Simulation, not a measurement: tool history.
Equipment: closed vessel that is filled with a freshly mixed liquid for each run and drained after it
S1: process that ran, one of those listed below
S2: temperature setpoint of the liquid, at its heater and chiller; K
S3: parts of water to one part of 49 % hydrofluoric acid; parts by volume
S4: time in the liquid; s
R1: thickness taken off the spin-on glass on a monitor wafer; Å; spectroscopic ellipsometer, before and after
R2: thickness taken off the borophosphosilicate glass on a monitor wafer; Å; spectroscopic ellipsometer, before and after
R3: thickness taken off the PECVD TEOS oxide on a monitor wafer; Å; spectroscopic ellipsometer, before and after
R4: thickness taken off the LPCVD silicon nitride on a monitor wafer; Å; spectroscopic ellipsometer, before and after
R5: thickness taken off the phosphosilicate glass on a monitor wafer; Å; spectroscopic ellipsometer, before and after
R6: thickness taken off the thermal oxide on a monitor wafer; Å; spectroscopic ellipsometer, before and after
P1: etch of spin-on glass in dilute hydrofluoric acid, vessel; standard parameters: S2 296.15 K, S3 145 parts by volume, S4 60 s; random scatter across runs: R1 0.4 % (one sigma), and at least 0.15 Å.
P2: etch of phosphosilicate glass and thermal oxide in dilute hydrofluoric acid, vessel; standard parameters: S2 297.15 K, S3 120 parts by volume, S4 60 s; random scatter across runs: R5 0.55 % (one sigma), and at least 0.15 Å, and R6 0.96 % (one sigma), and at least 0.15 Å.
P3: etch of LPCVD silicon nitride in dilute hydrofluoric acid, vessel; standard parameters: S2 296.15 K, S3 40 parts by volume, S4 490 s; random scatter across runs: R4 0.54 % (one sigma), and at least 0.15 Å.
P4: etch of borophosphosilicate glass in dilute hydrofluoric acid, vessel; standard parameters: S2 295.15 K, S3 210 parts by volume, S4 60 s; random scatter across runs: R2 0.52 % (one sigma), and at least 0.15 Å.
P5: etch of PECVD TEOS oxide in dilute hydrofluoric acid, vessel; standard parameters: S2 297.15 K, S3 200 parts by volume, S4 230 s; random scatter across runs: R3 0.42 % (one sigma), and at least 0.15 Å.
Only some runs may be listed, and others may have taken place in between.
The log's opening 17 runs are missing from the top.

run     day  S1      S2   S3   S4       R1       R2       R3      R4       R5      R6
 18   7.179  P1  296.15  215   60   89.863
 19   7.567  P4  295.15  210   60           132.090
 20   7.996  P2  297.15   75   60                                     1042.00  38.698
 21   8.425  P1  296.15  145  120  285.850
 22   8.938  P4  295.15  290   60            89.128
 23   9.425  P1  301.15  145   60  172.980
 24   9.925  P3  296.15   40  220                             25.005
 25  10.204  P1  296.15  145   30   71.616
 26  10.638  P5  297.15  200   70                     34.476
 27  11.033  P5  297.15  200  230                    112.970
 28  11.350  P2  297.15  120   95                                      969.13  36.135
 29  11.679  P2  297.15  120   60                                      615.22  22.804

Run 30 comes next. What will it give?
 30  12.158  P1  296.15  145  60   ?

{"run 30": {"R1": 143.01}}
